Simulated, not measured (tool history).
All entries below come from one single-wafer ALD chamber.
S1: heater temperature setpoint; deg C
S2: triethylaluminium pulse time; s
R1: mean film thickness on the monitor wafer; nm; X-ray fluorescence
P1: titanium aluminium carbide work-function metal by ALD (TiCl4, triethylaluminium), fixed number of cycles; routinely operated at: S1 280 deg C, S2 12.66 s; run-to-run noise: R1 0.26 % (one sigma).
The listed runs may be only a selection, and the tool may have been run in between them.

Run 1, day 0.175: S1 280 deg C, S2 12.66 s. Result: R1 1.8725 nm.
Run 2, day 0.292: S1 256 deg C, S2 16.76 s. Result: R1 1.6865 nm.
Run 3, day 0.383: S1 296 deg C, S2 16.97 s. Result: R1 2.0354 nm.
Run 4, day 0.562: S1 297 deg C, S2 8.05 s. Result: R1 1.9208 nm.
At day 0.612: thermocouple changed; heater temperature recalibrated.
Run 5, day 0.65: S1 280 deg C, S2 12.66 s. Result: R1 1.8578 nm.
Run 6, day 0.796: S1 303 deg C, S2 12.66 s. Result: R1 2.0771 nm.
Run 7, day 0.908: S1 280 deg C, S2 12.66 s. Result: R1 1.867 nm.
Run 8, day 1.071: S1 280 deg C, S2 5.98 s. Result: R1 1.6514 nm.
Run 9, day 1.254: S1 280 deg C, S2 12.66 s. Result: R1 1.8702 nm.
Run 10, day 1.45: S1 280 deg C, S2 17.82 s. Result: R1 1.8853 nm.
Run 11, day 1.588: S1 280 deg C, S2 12.66 s. Result: R1 1.8778 nm.
Run 12, day 1.775: S1 259 deg C, S2 12.66 s. Result: R1 1.6901 nm.
Run 13, day 1.879: S1 280 deg C, S2 12.66 s. Result: R1 1.8796 nm.
Run 14, day 2.046: S1 280 deg C, S2 12.66 s. Result: R1 1.8655 nm.
Run 15, day 2.196: S1 280 deg C, S2 12.66 s. Result: R1 1.868 nm.
Run 16, day 2.354: S1 280 deg C, S2 12.66 s. Result: R1 1.8567 nm.

What does the tool deliver on the next run?
Run 17, day 2.446: S1 280 deg C, S2 12.66 s. Result: R1 ?.

{"run 17": {"R1": 1.8479}}
